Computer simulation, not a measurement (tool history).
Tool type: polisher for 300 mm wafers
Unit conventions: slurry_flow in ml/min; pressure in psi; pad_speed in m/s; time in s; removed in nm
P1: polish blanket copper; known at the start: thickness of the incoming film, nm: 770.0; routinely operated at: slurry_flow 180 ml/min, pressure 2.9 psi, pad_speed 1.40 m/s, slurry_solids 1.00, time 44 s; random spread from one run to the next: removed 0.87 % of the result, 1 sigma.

run	hour	slurry_flow	pressure	pad_speed	slurry_solids	time	removed
1	6.5	180	2.9	1.40	1.00	44	214.310
2	17.8	180	2.9	1.40	1.00	56	269.160
3	27.1	180	2.9	0.84	1.00	44	128.080
4	35.6	180	2.9	1.40	1.45	44	231.730
5	44.2	180	2.9	0.68	1.50	44	112.790
6	50.0	180	4.5	1.40	1.45	44	358.830
7	55.1	180	4.2	1.40	1.00	44	306.760
8	64.3	180	2.9	1.40	1.00	30	147.820
9	72.5	180	2.9	1.40	1.00	44	214.420
10	82.8	180	2.9	1.90	1.00	44	290.310
11	92.2	110	2.9	1.40	1.00	44	195.550
12	99.5	180	2.9	1.40	0.55	44	188.050
13	105.4	180	2.9	1.40	1.00	44	212.570
14	113.3	180	2.9	1.40	1.00	44	212.490
15	118.5	235	2.9	1.40	1.00	44	221.250
16	129.1	180	1.3	1.40	1.00	44	95.877
17	137.6	180	2.9	1.40	1.00	44	210.120
18	143.0	180	2.9	1.40	1.00	44	208.950
19	149.4	180	2.9	1.40	1.00	44	203.420

Estimate the outcome of run 20 from the log above:
20	158.2	180	2.9	1.40	1.00	44	?

Run 20 came out at removed 205.370 nm.
